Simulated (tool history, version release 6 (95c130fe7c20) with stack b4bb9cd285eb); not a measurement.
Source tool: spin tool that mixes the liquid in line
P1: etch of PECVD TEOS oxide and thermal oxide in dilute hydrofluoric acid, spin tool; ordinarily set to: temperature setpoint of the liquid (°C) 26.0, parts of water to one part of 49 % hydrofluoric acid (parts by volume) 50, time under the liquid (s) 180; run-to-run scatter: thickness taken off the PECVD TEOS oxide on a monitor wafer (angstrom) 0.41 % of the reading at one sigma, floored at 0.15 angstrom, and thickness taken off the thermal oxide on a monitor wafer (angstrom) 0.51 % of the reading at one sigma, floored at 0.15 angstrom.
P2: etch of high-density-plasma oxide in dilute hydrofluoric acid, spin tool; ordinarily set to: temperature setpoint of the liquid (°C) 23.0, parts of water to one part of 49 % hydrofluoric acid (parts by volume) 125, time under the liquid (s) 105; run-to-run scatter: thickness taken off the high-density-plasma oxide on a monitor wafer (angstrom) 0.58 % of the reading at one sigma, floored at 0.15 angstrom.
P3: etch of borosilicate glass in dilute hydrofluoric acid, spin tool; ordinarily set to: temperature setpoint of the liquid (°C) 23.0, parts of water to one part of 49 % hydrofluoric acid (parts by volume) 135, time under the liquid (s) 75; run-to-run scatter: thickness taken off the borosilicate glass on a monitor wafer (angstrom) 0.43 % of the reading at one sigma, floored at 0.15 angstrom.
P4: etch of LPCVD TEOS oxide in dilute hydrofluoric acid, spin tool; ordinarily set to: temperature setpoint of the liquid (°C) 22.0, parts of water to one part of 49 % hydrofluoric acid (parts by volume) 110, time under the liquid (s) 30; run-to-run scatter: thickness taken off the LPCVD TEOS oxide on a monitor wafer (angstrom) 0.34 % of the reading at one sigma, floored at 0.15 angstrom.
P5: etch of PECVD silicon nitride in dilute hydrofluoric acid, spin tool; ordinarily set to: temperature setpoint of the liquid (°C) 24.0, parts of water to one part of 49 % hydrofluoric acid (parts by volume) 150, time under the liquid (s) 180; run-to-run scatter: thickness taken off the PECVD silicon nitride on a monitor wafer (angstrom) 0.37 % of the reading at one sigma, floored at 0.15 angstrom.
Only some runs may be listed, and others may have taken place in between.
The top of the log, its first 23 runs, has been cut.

run	day	process that ran	temperature setpoint of the liquid (°C)	parts of water to one part of 49 % hydrofluoric acid (parts by volume)	time under the liquid (s)	hours since the thermometer was replaced	hours since the hydrofluoric acid flow meter was replaced	thickness taken off the PECVD TEOS oxide on a monitor wafer (angstrom)	thickness taken off the thermal oxide on a monitor wafer (angstrom)	thickness taken off the PECVD silicon nitride on a monitor wafer (angstrom)	thickness taken off the borosilicate glass on a monitor wafer (angstrom)	thickness taken off the high-density-plasma oxide on a monitor wafer (angstrom)	thickness taken off the LPCVD TEOS oxide on a monitor wafer (angstrom)
24	5.479	P4	22.0	110	30	633.6	1227.1						74.248
25	5.758	P3	23.0	40	75	640.3	1233.8				825.25		
26	5.900	P1	26.0	50	180	643.7	1237.2	357.380	201.220				
27	6.067	P1	26.0	50	85	647.7	1241.2	168.690	95.901				
28	6.296	P1	26.0	50	180	653.2	1246.7	357.370	202.710				
29	6.546	P4	18.0	110	30	659.2	1252.7						63.245
30	6.679	P5	32.0	150	180	662.4	1255.9			90.246			
31	6.925	P1	26.0	90	180	668.3	1261.8	187.950	106.660				
32	7.104	P1	26.0	50	180	672.6	1266.1	358.840	203.520				
33	7.346	P1	26.0	50	180	678.4	1271.9	367.910	209.930				
34	7.625	P1	26.0	50	180	685.1	1278.6	377.990	211.820				
35	7.796	P1	26.0	50	180	689.2	1282.7	378.670	216.170				
36	8.038	P1	26.0	50	180	695.0	1288.5	385.860	217.490				
37	8.292	P1	26.0	50	180	701.1	1294.6	386.180	217.620				
38	8.567	P1	26.0	50	180	707.7	1301.2	386.210	220.890				
39	8.796	P1	26.0	50	180	713.2	1306.7	386.370	219.380				
40	8.938	P1	26.0	50	180	716.6	1310.1	390.770	221.670				
41	9.138	P1	26.0	50	180	721.4	1314.9	389.140	223.210				

Estimate the outcome of run 42 from the log above:
42	9.354	P1	26.0	50	180	726.6	1320.1	?	?				

thickness taken off the PECVD TEOS oxide on a monitor wafer (angstrom): 389.190
thickness taken off the thermal oxide on a monitor wafer (angstrom): 220.010

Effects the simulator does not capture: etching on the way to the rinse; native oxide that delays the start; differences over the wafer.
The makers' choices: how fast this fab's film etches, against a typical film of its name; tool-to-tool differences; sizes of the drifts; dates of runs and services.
